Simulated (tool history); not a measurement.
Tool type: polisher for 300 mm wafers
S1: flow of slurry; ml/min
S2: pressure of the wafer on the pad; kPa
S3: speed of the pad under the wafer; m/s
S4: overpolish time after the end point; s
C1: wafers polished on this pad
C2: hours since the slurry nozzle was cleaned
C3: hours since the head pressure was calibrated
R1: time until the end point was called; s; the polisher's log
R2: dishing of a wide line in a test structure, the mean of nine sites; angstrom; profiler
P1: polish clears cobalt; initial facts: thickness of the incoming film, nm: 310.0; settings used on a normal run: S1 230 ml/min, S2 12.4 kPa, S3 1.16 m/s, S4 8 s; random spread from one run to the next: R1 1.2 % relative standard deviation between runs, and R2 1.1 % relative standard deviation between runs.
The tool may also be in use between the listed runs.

run   hour   S1    S2    S3  S4    C1     C2     C3      R1      R2
  1    7.8  230  12.4  1.16   8   991    196  549.7  69.618  292.88
  2   17.2  140  12.4  1.16   8  1102  205.4  559.1  74.312  280.49
  3     27  230   8.3   1.5   8  1217  215.2  568.9  81.393  259.77
  4   35.2  230  12.4  1.16   8  1313  223.4  577.1  69.806  292.41
  5   42.9  230   6.9  1.16   2  1404  231.1  584.8  128.91  48.376
  6   48.2  230  16.5  1.16   8  1467  236.4  590.1  53.268   375.2
  7   58.2  230  12.4  1.16   8  1584  246.4  600.1  70.616  297.19
  8   66.6  230  12.4  1.72   8  1683  254.8  608.5  48.032  405.82
  9   74.5  230  12.4  1.16  13  1776  262.7  616.4  71.044  433.95
 10   84.4  230  12.4   0.6   8  1893  272.6  626.3   137.9  166.91
 11   92.2  230     9  1.16   8  1984  280.4  634.1  98.056  224.61
 12   97.7  230  12.4  1.16   8  2049  285.9  639.6  71.067  295.96
 13  107.2  230  12.4  1.16   8  2161  295.4  649.1   70.98  295.71
 14  117.1  230  12.4  1.16   2  2278  305.3    659  71.877  84.979
     118.3  -- head pressure recalibrated
 15  124.1  230  12.4  1.16   8  2360  312.3    5.9  70.982   299.6
 16  131.2  335  12.4  1.16   8  2444  319.4     13  69.449  307.51
 17  139.8  230  12.4  1.16   8  2545    328   21.6  71.085  295.54
 18  145.8  230  12.4  1.16   8  2615    334   27.6  74.866   290.7
 19  151.1  230  12.4  1.16   8  2678  339.3   32.9   74.26  283.37
 20  157.7  230  12.4  1.16   8  2756  345.9   39.5  76.495  279.81
     161.4  -- head pressure recalibrated
 21  164.5  230  12.4  1.16   8  2836  352.7    3.1  75.306  279.71
 22  169.2  230  12.4  1.16   8  2891  357.4    7.8  76.241   276.5
 23  176.5  230  12.4  1.16   8  2977  364.7   15.1  76.181  279.06

The output of P1 has drifted from where it used to be. Each of the 2 causes below, taken at the size shown beside it, accounts for the log equally well:
A: slurry flow missing at the pad, % = 38.7
B: removal rate lost through wear of the pad, % = 6.91
The gradual shift began around hour 139.8.
All other causes, with the reason each is excluded:
head's pressure below its setpoint, %: was serviced at hour 161.4, once the creep was under way, yet the earlier output never came back

Below are 4 check runs, each averaged over 5 wafers, with their results shown as question marks. Which of them would give clearly different results depending on which cause is behind the drift?
check 1  183.8  140  12.4  1.16   8               ?   ?
check 2  183.8  230  12.4  1.16  13               ?   ?
check 3  183.8  230  12.4   1.7   8               ?   ?
check 4  183.8  275  12.4  1.16   8               ?   ?

If the cause were each of the candidates in turn, the checks would give the following:
  check  result    if A    if B
check 1      R1  85.057  81.639
check 1      R2  253.08  262.03
check 2      R1    75.9  75.907
check 2      R2  408.63   408.6
check 3      R1  51.791  51.795
check 3      R2   377.7  377.68
check 4      R1   73.66  74.485
check 4      R2  285.57  282.94
Smallest distance between any two causes, each pair judged by its most separating result, in per cent: check 1 4.1 %; check 2 0.01 %; check 3 0.01 %; check 4 1.11 %
Only in check 1 would the causes give clearly different results; in the remaining checks their results would be nearly the same.

Check 1 was carried out, with these results: R1 81.802 s; R2 261.89 angstrom. Which of the listed causes is responsible?

The cause is B: removal rate lost through wear of the pad, %.
